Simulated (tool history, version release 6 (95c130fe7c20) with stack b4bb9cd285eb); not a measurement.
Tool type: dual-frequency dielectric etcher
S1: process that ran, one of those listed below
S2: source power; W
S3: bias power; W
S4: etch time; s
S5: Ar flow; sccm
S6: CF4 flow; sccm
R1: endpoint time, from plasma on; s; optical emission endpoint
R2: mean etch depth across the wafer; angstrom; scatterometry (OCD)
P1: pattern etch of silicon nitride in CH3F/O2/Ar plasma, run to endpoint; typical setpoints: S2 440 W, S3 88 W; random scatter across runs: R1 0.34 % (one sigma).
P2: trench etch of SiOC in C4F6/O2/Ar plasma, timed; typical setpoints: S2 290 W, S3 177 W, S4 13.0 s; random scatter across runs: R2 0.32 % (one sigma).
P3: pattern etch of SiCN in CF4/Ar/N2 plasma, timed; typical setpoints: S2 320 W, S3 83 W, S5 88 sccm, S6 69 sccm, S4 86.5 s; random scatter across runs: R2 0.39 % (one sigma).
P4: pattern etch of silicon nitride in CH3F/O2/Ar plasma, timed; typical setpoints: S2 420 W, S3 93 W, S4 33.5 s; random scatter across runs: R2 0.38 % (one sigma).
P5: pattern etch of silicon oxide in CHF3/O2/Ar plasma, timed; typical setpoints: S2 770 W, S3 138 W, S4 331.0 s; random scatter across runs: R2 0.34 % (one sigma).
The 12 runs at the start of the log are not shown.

run	day	S1	S2	S3	S4	S5	S6	R1	R2
13	6.275	P1	440	88				67.753	
14	6.600	P2	290	177	10.0				179.80
15	7.075	P5	770	138	331.0				6540.30
16	7.646	P1	440	104				64.581	
17	8.050	P4	420	93	33.5				267.14
18	8.400	P1	440	63				76.381	
19	8.829	P1	440	88				68.324	
20	9.450	P3	400	83	86.5	88	69		701.33
21	9.862	P1	440	88				68.056	
22	10.233	P2	400	177	13.0				265.11
23	10.775	P5	770	93	331.0				5824.80
# day 11.321: source power generator calibrated
24	11.500	P3	320	83	118.0	88	69		784.28
25	12.254	P2	290	177	13.0				233.09
26	12.633	P3	320	83	86.5	88	69		576.49
27	13.250	P5	770	138	182.0				3606.70
28	13.788	P1	440	88				68.450	
29	14.400	P5	770	138	331.0				6560.60
30	15.058	P4	420	127	33.5				301.78
31	15.529	P4	340	93	33.5				248.23

Run 32, settings as shown, results not yet in. Your forecast:
32	16.092	P3	320	109	86.5	88	69		?

For run 32 the tool returned R2 629.34 angstrom.

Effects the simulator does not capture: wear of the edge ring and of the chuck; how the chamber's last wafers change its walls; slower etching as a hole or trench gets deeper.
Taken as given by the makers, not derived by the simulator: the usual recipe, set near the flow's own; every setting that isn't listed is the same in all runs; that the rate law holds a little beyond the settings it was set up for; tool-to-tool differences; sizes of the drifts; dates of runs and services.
